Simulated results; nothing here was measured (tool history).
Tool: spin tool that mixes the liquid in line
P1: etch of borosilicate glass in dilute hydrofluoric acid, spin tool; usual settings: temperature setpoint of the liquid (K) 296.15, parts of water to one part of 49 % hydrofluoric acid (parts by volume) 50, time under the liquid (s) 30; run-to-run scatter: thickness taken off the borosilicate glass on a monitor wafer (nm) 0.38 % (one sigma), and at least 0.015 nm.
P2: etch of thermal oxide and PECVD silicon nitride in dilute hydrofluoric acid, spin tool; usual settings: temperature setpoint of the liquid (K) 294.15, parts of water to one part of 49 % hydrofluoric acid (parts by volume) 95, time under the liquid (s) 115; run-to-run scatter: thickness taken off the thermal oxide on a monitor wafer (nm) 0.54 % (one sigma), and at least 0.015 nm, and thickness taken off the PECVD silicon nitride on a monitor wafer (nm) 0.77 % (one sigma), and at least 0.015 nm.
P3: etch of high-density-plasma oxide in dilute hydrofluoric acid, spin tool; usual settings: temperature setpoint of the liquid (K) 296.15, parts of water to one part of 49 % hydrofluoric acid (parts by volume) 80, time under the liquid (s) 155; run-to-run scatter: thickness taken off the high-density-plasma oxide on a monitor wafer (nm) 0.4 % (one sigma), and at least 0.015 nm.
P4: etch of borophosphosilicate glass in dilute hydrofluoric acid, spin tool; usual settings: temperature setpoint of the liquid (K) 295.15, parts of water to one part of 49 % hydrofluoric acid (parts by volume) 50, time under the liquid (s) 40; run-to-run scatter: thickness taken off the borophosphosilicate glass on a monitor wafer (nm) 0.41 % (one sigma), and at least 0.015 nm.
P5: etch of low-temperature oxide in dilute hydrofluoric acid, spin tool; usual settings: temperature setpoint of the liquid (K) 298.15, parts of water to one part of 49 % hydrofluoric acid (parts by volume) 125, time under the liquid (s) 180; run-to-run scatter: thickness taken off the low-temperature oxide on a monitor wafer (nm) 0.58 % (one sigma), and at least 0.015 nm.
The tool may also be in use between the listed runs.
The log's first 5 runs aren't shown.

| run | hour | process that ran | temperature setpoint of the liquid (K) | parts of water to one part of 49 % hydrofluoric acid (parts by volume) | time under the liquid (s) | hours since the thermometer was replaced | hours since the hydrofluoric acid flow meter was replaced | thickness taken off the borosilicate glass on a monitor wafer (nm) | thickness taken off the high-density-plasma oxide on a monitor wafer (nm) | thickness taken off the thermal oxide on a monitor wafer (nm) | thickness taken off the PECVD silicon nitride on a monitor wafer (nm) | thickness taken off the borophosphosilicate glass on a monitor wafer (nm) | thickness taken off the low-temperature oxide on a monitor wafer (nm) |
|---|---|---|---|---|---|---|---|---|---|---|---|---|---|
| 6 | 73.0 | P1 | 296.15 | 50 | 30 | 1284.9 | 1193.2 | 15.5890 |  |  |  |  |  |
| 7 | 85.8 | P1 | 296.15 | 30 | 30 | 1297.7 | 1206.0 | 26.7000 |  |  |  |  |  |
| 8 | 101.1 | P4 | 295.15 | 50 | 40 | 1313.0 | 1221.3 |  |  |  |  | 41.211 |  |
| 9 | 114.7 | P2 | 294.15 | 95 | 115 | 1326.6 | 1234.9 |  |  | 5.2392 | 2.8953 |  |  |
| 10 | 126.0 | P5 | 298.15 | 45 | 180 | 1337.9 | 1246.2 |  |  |  |  |  | 46.926 |
| 11 | 137.0 | P3 | 296.15 | 80 | 155 | 1348.9 | 1257.2 |  | 10.476 |  |  |  |  |
| 12 | 149.4 | P3 | 296.15 | 80 | 155 | 1361.3 | 1269.6 |  | 10.524 |  |  |  |  |
| 13 | 160.5 | P1 | 296.15 | 70 | 15 | 1372.4 | 1280.7 | 5.4185 |  |  |  |  |  |
| 14 | 169.6 | P1 | 291.65 | 50 | 30 | 1381.5 | 1289.8 | 12.9100 |  |  |  |  |  |
| 15 | 179.5 | P1 | 296.15 | 50 | 30 | 1391.4 | 1299.7 | 15.6480 |  |  |  |  |  |
| 16 | 188.0 | P5 | 298.15 | 125 | 355 | 1399.9 | 1308.2 |  |  |  |  |  | 30.131 |
| 17 | 200.4 | P3 | 296.15 | 20 | 155 | 1412.3 | 1320.6 |  | 45.232 |  |  |  |  |
| 18 | 209.8 | P3 | 296.15 | 80 | 270 | 1421.7 | 1330.0 |  | 18.246 |  |  |  |  |
| 19 | 227.1 | P1 | 296.15 | 85 | 45 | 1439.0 | 1347.3 | 13.2540 |  |  |  |  |  |
| 20 | 241.8 | P5 | 298.15 | 125 | 180 | 1453.7 | 1362.0 |  |  |  |  |  | 15.211 |
| 21 | 254.4 | P1 | 296.15 | 50 | 15 | 1466.3 | 1374.6 | 7.7996 |  |  |  |  |  |
| 22 | 270.9 | P1 | 296.15 | 50 | 55 | 1482.8 | 1391.1 | 28.4390 |  |  |  |  |  |
| 23 | 281.9 | P4 | 295.15 | 50 | 15 | 1493.8 | 1402.1 |  |  |  |  | 15.453 |  |
| 24 | 293.2 | P1 | 296.15 | 80 | 30 | 1505.1 | 1413.4 | 9.3832 |  |  |  |  |  |
| 25 | 308.3 | P4 | 295.15 | 50 | 40 | 1520.2 | 1428.5 |  |  |  |  | 41.507 |  |
| 26 | 322.0 | P2 | 299.65 | 95 | 115 | 1533.9 | 1442.2 |  |  | 6.5170 | 4.1548 |  |  |

Run 27 comes next. What will it give?
| 27 | 334.7 | P4 | 290.15 | 50 | 40 | 1546.6 | 1454.9 |  |  |  |  | ? |  |

{"run 27": {"thickness taken off the borophosphosilicate glass on a monitor wafer (nm)": 33.125}}

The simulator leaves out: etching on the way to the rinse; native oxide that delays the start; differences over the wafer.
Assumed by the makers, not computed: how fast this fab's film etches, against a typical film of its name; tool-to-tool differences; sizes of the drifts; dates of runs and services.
